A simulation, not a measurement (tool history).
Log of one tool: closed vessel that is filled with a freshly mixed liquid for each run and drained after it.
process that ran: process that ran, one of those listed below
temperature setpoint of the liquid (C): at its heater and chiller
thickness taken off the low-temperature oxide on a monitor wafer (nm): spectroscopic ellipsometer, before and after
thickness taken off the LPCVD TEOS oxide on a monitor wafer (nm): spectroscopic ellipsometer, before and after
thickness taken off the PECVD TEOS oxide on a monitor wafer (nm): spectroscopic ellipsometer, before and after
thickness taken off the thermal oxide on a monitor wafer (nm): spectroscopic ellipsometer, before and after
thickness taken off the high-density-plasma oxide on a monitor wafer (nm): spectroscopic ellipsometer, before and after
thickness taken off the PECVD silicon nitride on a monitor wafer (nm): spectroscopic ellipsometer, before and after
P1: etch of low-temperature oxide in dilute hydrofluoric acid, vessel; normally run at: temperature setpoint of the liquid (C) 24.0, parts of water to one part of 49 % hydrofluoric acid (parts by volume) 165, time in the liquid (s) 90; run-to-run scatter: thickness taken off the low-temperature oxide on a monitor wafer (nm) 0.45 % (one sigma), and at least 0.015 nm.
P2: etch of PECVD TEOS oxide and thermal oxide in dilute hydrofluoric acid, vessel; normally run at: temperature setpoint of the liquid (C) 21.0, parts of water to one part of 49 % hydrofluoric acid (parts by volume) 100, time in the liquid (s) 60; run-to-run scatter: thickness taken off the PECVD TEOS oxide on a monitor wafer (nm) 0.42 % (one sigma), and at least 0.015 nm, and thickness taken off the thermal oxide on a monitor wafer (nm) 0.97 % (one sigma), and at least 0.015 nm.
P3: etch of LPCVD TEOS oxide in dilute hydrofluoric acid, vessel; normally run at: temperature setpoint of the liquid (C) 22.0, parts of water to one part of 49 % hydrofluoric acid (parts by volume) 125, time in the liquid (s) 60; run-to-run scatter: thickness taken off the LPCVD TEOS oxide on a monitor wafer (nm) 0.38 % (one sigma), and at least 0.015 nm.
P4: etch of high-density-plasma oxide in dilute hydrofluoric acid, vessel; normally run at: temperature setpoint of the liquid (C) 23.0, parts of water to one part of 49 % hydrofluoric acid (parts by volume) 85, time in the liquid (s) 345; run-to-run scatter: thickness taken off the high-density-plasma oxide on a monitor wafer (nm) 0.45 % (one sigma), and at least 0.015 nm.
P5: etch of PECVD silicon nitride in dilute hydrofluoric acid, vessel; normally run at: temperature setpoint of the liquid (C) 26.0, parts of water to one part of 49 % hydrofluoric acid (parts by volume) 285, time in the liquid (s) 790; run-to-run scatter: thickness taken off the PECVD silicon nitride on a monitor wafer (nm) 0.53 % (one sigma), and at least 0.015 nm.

run	hour	process that ran	temperature setpoint of the liquid (C)	parts of water to one part of 49 % hydrofluoric acid (parts by volume)	time in the liquid (s)	hours since the thermometer was replaced	hours since the hydrofluoric acid flow meter was replaced	thickness taken off the low-temperature oxide on a monitor wafer (nm)	thickness taken off the LPCVD TEOS oxide on a monitor wafer (nm)	thickness taken off the PECVD TEOS oxide on a monitor wafer (nm)	thickness taken off the thermal oxide on a monitor wafer (nm)	thickness taken off the high-density-plasma oxide on a monitor wafer (nm)	thickness taken off the PECVD silicon nitride on a monitor wafer (nm)
1	2.9	P1	24.0	165	90	414.4	215.3	14.8420					
2	6.3	P1	24.0	165	90	417.8	218.7	14.9590					
3	9.7	P1	24.0	165	90	421.2	222.1	14.9790					
4	14.3	P3	27.0	125	60	425.8	226.7		10.0960				
5	19.3	P1	24.0	165	30	430.8	231.7	4.9835					
6	22.3	P3	22.0	210	60	433.8	234.7		4.5348				
7	25.0	P1	24.0	255	90	436.5	237.4	8.7375					
8	27.7	P1	24.0	165	145	439.2	240.1	24.0640					
9	30.1	P2	21.0	175	60	441.6	242.5			6.1144	1.3586		
10	32.3	P1	24.0	45	90	443.8	244.7	63.8480					
11	34.8	P1	17.5	165	90	446.3	247.2	11.6000					
12	39.2	P4	23.0	85	550	450.7	251.6					32.868	
13	42.9	P4	23.0	135	345	454.4	255.3					12.190	
14	47.8	P3	22.0	125	60	459.3	260.2		8.2918				
15	51.6	P1	24.0	165	90	463.1	264.0	14.7800					
16	56.6	P3	22.0	125	60	468.1	269.0		8.3656				
17	59.7	P5	26.0	285	790	471.2	272.1						8.32740
18	62.0	P5	26.0	405	790	473.5	274.4						5.83370
19	64.6	P5	26.0	285	60	476.1	277.0						0.63331
20	69.3	P3	22.0	125	30	480.8	281.7		4.1516				
21	71.7	P4	23.0	85	345	483.2	284.1					20.476	
22	74.9	P1	31.0	165	90	486.4	287.3	19.3460					
23	78.2	P2	21.0	100	60	489.7	290.6			11.6430	2.5535		
24	81.1	P2	21.0	100	30	492.6	293.5			5.8144	1.2592		
25	84.6	P4	31.0	85	345	496.1	297.0					28.097	
26	89.2	P5	18.5	285	790	500.7	301.6						5.24130

Run 27 comes next. What will it give?
27	91.7	P2	28.5	100	60	503.2	304.1			?	?		

{"run 27": {"thickness taken off the PECVD TEOS oxide on a monitor wafer (nm)": 15.617, "thickness taken off the thermal oxide on a monitor wafer (nm)": 3.368}}
